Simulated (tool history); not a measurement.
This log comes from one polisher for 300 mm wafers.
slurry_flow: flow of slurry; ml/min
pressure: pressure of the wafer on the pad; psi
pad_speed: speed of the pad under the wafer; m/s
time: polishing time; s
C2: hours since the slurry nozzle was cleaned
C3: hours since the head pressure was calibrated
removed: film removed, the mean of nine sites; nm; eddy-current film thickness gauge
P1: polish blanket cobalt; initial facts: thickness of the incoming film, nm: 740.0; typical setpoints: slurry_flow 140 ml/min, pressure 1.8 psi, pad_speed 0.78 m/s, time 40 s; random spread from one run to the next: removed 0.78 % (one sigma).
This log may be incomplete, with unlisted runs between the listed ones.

Run 1, hour 7.5: slurry_flow 140 ml/min, pressure 1.8 psi, pad_speed 0.78 m/s, time 40 s; wafers polished on this pad 904; C2 41.1; C3 191.3. Result: removed 119.9 nm.
Run 2, hour 11.5: slurry_flow 140 ml/min, pressure 1.8 psi, pad_speed 0.78 m/s, time 28 s; wafers polished on this pad 943; C2 45.1; C3 195.3. Result: removed 84.339 nm.
Run 3, hour 16.7: slurry_flow 140 ml/min, pressure 1.1 psi, pad_speed 0.78 m/s, time 40 s; wafers polished on this pad 993; C2 50.3; C3 200.5. Result: removed 72.541 nm.
Run 4, hour 21.6: slurry_flow 140 ml/min, pressure 1.8 psi, pad_speed 0.44 m/s, time 40 s; wafers polished on this pad 1040; C2 55.2; C3 205.4. Result: removed 68.361 nm.
Run 5, hour 25.4: slurry_flow 225 ml/min, pressure 1.8 psi, pad_speed 0.78 m/s, time 40 s; wafers polished on this pad 1077; C2 59; C3 209.2. Result: removed 128.66 nm.
Run 6, hour 29.9: slurry_flow 140 ml/min, pressure 1.8 psi, pad_speed 0.78 m/s, time 40 s; wafers polished on this pad 1120; C2 63.5; C3 213.7. Result: removed 118.96 nm.
Run 7, hour 35.3: slurry_flow 85 ml/min, pressure 1.8 psi, pad_speed 0.78 m/s, time 40 s; wafers polished on this pad 1172; C2 68.9; C3 219.1. Result: removed 105.46 nm.
Run 8, hour 40: slurry_flow 205 ml/min, pressure 1.8 psi, pad_speed 0.78 m/s, time 60 s; wafers polished on this pad 1218; C2 73.6; C3 223.8. Result: removed 193.84 nm.
Run 9, hour 46.7: slurry_flow 140 ml/min, pressure 1.8 psi, pad_speed 0.78 m/s, time 40 s; wafers polished on this pad 1282; C2 80.3; C3 230.5. Result: removed 121.07 nm.
Run 10, hour 53.3: slurry_flow 140 ml/min, pressure 2.7 psi, pad_speed 0.78 m/s, time 52 s; wafers polished on this pad 1346; C2 86.9; C3 237.1. Result: removed 234.86 nm.
Run 11, hour 60.3: slurry_flow 140 ml/min, pressure 1.8 psi, pad_speed 0.78 m/s, time 63 s; wafers polished on this pad 1413; C2 93.9; C3 244.1. Result: removed 191.68 nm.
Run 12, hour 64.7: slurry_flow 140 ml/min, pressure 1.8 psi, pad_speed 0.78 m/s, time 40 s; wafers polished on this pad 1456; C2 98.3; C3 248.5. Result: removed 120.09 nm.
Run 13, hour 70.6: slurry_flow 140 ml/min, pressure 2.6 psi, pad_speed 0.78 m/s, time 40 s; wafers polished on this pad 1513; C2 104.2; C3 254.4. Result: removed 172.71 nm.
Run 14, hour 74.9: slurry_flow 140 ml/min, pressure 1.8 psi, pad_speed 1.22 m/s, time 40 s; wafers polished on this pad 1554; C2 108.5; C3 258.7. Result: removed 188.56 nm.
Run 15, hour 81.7: slurry_flow 140 ml/min, pressure 1.8 psi, pad_speed 0.78 m/s, time 40 s; wafers polished on this pad 1620; C2 115.3; C3 265.5. Result: removed 118.49 nm.

What does the tool deliver on the next run?
Run 16, hour 86: slurry_flow 140 ml/min, pressure 1.1 psi, pad_speed 1.16 m/s, time 40 s; wafers polished on this pad 1661; C2 119.6; C3 269.8. Result: removed ?.

Logged for run 16: removed 108.7 nm.
